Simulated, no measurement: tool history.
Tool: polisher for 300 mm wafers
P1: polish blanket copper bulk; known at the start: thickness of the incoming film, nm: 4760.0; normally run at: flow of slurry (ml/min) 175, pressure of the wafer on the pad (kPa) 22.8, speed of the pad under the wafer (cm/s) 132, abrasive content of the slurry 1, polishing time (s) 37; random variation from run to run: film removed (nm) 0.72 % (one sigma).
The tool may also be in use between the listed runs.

| run | hour | flow of slurry (ml/min) | pressure of the wafer on the pad (kPa) | speed of the pad under the wafer (cm/s) | abrasive content of the slurry | polishing time (s) | film removed (nm) |
|---|---|---|---|---|---|---|---|
| 1 | 2.6 | 175 | 22.8 | 132 | 1 | 37 | 557.33 |
| 2 | 6.9 | 175 | 22.8 | 132 | 1.45 | 37 | 593.76 |
| 3 | 10.9 | 270 | 22.8 | 132 | 1 | 37 | 579.25 |
| 4 | 14.8 | 175 | 22.8 | 132 | 1 | 37 | 552.5 |
| 5 | 20.2 | 175 | 35.9 | 132 | 1 | 37 | 866.12 |
| 6 | 23.3 | 175 | 22.8 | 132 | 1 | 37 | 558.03 |
| 7 | 27.4 | 175 | 22.8 | 132 | 1 | 27 | 410.45 |
| 8 | 30.2 | 175 | 22.8 | 194 | 1 | 37 | 813.59 |
|  | 31.9 | head pressure recalibrated |
| 9 | 35.2 | 175 | 22.8 | 132 | 1 | 58 | 878.57 |
| 10 | 38.2 | 175 | 22.8 | 66 | 1 | 37 | 277.98 |
| 11 | 41.3 | 175 | 22.8 | 132 | 1 | 37 | 555.66 |
| 12 | 46.5 | 175 | 10.3 | 132 | 1 | 37 | 251.52 |
| 13 | 49.6 | 175 | 22.8 | 132 | 1 | 37 | 555.43 |
| 14 | 52.7 | 105 | 22.8 | 132 | 1 | 37 | 508.78 |
| 15 | 55.9 | 175 | 22.8 | 132 | 0.6 | 57 | 774.72 |
|  | 58.6 | slurry nozzle cleaned |
| 16 | 59.7 | 175 | 22.8 | 132 | 1 | 37 | 551.52 |
| 17 | 65.7 | 175 | 22.8 | 132 | 1 | 37 | 554.49 |
| 18 | 70.7 | 175 | 22.8 | 132 | 0.7 | 37 | 512.68 |
| 19 | 76.5 | 175 | 22.8 | 132 | 1 | 37 | 559.66 |
| 20 | 79.7 | 175 | 22.8 | 132 | 1 | 37 | 546.54 |
| 21 | 83.9 | 175 | 22.8 | 132 | 1 | 37 | 543.5 |
| 22 | 87.3 | 175 | 22.8 | 132 | 1 | 37 | 530.28 |
| 23 | 92.8 | 175 | 22.8 | 132 | 1 | 37 | 531.85 |
| 24 | 96.7 | 175 | 22.8 | 132 | 1 | 37 | 525.41 |

Run 25 comes next. What will it give?
|  | 98.4 | slurry blender recalibrated |
|  | 100.3 | head pressure recalibrated |
| 25 | 101.2 | 175 | 22.8 | 132 | 1 | 37 | ? |

{"run 25": {"film removed (nm)": 521.53}}

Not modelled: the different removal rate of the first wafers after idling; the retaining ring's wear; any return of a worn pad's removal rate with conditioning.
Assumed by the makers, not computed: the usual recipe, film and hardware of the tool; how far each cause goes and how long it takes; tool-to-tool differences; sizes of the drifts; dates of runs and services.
